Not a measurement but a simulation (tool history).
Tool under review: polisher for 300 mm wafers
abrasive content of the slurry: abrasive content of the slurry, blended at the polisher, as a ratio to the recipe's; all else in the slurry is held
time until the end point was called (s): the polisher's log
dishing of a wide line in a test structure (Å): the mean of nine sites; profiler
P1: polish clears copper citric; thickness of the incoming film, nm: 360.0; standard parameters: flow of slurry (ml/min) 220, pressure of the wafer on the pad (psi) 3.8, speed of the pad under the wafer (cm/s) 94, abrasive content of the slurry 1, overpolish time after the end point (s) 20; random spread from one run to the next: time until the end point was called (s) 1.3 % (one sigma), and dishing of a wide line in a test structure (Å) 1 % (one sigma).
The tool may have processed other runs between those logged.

| run | hour | flow of slurry (ml/min) | pressure of the wafer on the pad (psi) | speed of the pad under the wafer (cm/s) | abrasive content of the slurry | overpolish time after the end point (s) | wafers polished on this pad | hours since the slurry nozzle was cleaned | hours since the head pressure was calibrated | hours since the slurry blender was calibrated | time until the end point was called (s) | dishing of a wide line in a test structure (Å) |
|---|---|---|---|---|---|---|---|---|---|---|---|---|
| 1 | 4.7 | 220 | 3.8 | 94 | 1 | 20 | 615 | 227.3 | 532.8 | 317.6 | 140.23 | 363.43 |
| 2 | 9.5 | 220 | 5.6 | 52 | 1 | 20 | 664 | 232.1 | 537.6 | 322.4 | 168.38 | 310.14 |
| 3 | 15.6 | 220 | 3.8 | 94 | 0.75 | 20 | 727 | 238.2 | 543.7 | 328.5 | 150.62 | 341.03 |
| 4 | 19.8 | 220 | 3.8 | 94 | 1 | 20 | 771 | 242.4 | 547.9 | 332.7 | 140.11 | 366.04 |
| 5 | 23.8 | 220 | 3.8 | 94 | 1 | 36 | 812 | 246.4 | 551.9 | 336.7 | 139.2 | 589.85 |
| 6 | 28.4 | 220 | 5.4 | 94 | 1 | 20 | 859 | 251 | 556.5 | 341.3 | 97.271 | 492.56 |
| 7 | 34.3 | 130 | 3.8 | 94 | 1 | 20 | 920 | 256.9 | 562.4 | 347.2 | 152.91 | 337.84 |
| 8 | 38.1 | 315 | 3.8 | 94 | 1 | 29 | 959 | 260.7 | 566.2 | 351 | 137.72 | 507.55 |
| 9 | 43.7 | 220 | 3.8 | 144 | 1 | 20 | 1017 | 266.3 | 571.8 | 356.6 | 91.001 | 515.99 |
| 10 | 46.3 | 220 | 3.8 | 56 | 1 | 20 | 1044 | 268.9 | 574.4 | 359.2 | 231.09 | 226.59 |
| 11 | 49.8 | 220 | 3.8 | 94 | 1 | 20 | 1080 | 272.4 | 577.9 | 362.7 | 139.64 | 362.72 |
| 12 | 53.3 | 220 | 3.8 | 94 | 1 | 20 | 1116 | 275.9 | 581.4 | 366.2 | 137.42 | 365.21 |
| 13 | 56.3 | 220 | 3.8 | 94 | 1 | 6 | 1147 | 278.9 | 584.4 | 369.2 | 141.01 | 117.54 |
| 14 | 60.8 | 220 | 3.8 | 44 | 0.8 | 20 | 1193 | 283.4 | 588.9 | 373.7 | 301.51 | 175.57 |
| 15 | 63.4 | 220 | 1.7 | 94 | 1 | 20 | 1220 | 286 | 591.5 | 376.3 | 308.24 | 171.35 |
| 16 | 68 | 220 | 3.8 | 94 | 1 | 20 | 1268 | 290.6 | 596.1 | 380.9 | 141.7 | 354.69 |
| 17 | 71 | 340 | 3.8 | 94 | 1 | 20 | 1299 | 293.6 | 599.1 | 383.9 | 132.86 | 376.73 |
| 18 | 76.4 | 220 | 3.8 | 94 | 1.45 | 20 | 1354 | 299 | 604.5 | 389.3 | 126.98 | 393.84 |
| 19 | 81.4 | 220 | 3.8 | 94 | 1 | 20 | 1406 | 304 | 609.5 | 394.3 | 140.97 | 356.28 |

For run 20, what comes out?
| 20 | 86.7 | 220 | 3.8 | 94 | 1 | 20 | 1461 | 309.3 | 614.8 | 399.6 | ? | ? |

time until the end point was called (s): 141.33
dishing of a wide line in a test structure (Å): 356
